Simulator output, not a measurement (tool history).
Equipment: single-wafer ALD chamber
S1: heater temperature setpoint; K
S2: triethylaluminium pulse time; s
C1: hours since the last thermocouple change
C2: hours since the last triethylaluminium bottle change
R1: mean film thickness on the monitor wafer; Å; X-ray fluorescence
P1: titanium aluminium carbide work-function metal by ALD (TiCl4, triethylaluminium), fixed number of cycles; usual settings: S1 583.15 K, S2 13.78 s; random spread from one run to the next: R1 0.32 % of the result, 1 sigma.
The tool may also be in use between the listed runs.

run 1 hour=13.4 | S1=583.15 S2=13.78 | C1=356.4 C2=1033.5 | R1=21.553
run 2 hour=21.5 | S1=583.15 S2=13.78 | C1=364.5 C2=1041.6 | R1=21.279
run 3 hour=31.4 | S1=562.15 S2=13.78 | C1=374.4 C2=1051.5 | R1=19.61
run 4 hour=45.1 | S1=583.15 S2=13.78 | C1=388.1 C2=1065.2 | R1=21.419
run 5 hour=57.4 | S1=562.15 S2=9.59 | C1=400.4 C2=1077.5 | R1=18.886
run 6 hour=72.2 | S1=583.15 S2=6.45 | C1=415.2 C2=1092.3 | R1=19.28
-- hour=76.5 triethylaluminium bottle replaced
run 7 hour=83.2 | S1=583.15 S2=21.2 | C1=426.2 C2=6.8 | R1=21.571
run 8 hour=95.7 | S1=561.15 S2=6.63 | C1=438.7 C2=19.3 | R1=17.589
run 9 hour=110.6 | S1=583.15 S2=13.78 | C1=453.6 C2=34.2 | R1=21.437
run 10 hour=120.4 | S1=567.15 S2=5.9 | C1=463.4 C2=44 | R1=17.54
run 11 hour=129.3 | S1=583.15 S2=13.78 | C1=472.3 C2=52.9 | R1=21.518
run 12 hour=138.5 | S1=606.15 S2=13.78 | C1=481.5 C2=62.1 | R1=23.515
run 13 hour=154.3 | S1=583.15 S2=13.78 | C1=497.3 C2=77.9 | R1=21.367
run 14 hour=162.6 | S1=583.15 S2=13.78 | C1=505.6 C2=86.2 | R1=21.568
run 15 hour=180.2 | S1=583.15 S2=13.78 | C1=523.2 C2=103.8 | R1=21.555
run 16 hour=194.1 | S1=583.15 S2=13.78 | C1=537.1 C2=117.7 | R1=21.44
run 17 hour=210.6 | S1=583.15 S2=13.78 | C1=553.6 C2=134.2 | R1=21.276
run 18 hour=229 | S1=583.15 S2=13.78 | C1=572 C2=152.6 | R1=21.275
run 19 hour=240.9 | S1=583.15 S2=13.78 | C1=583.9 C2=164.5 | R1=21.052
run 20 hour=252.4 | S1=583.15 S2=13.78 | C1=595.4 C2=176 | R1=21.194
run 21 hour=261.2 | S1=583.15 S2=13.78 | C1=604.2 C2=184.8 | R1=21.136

Run 22 has not been measured yet. What should we expect?
run 22 hour=269.5 | S1=583.15 S2=13.78 | C1=612.5 C2=193.1 | R1=?

R1: 21.063 Å
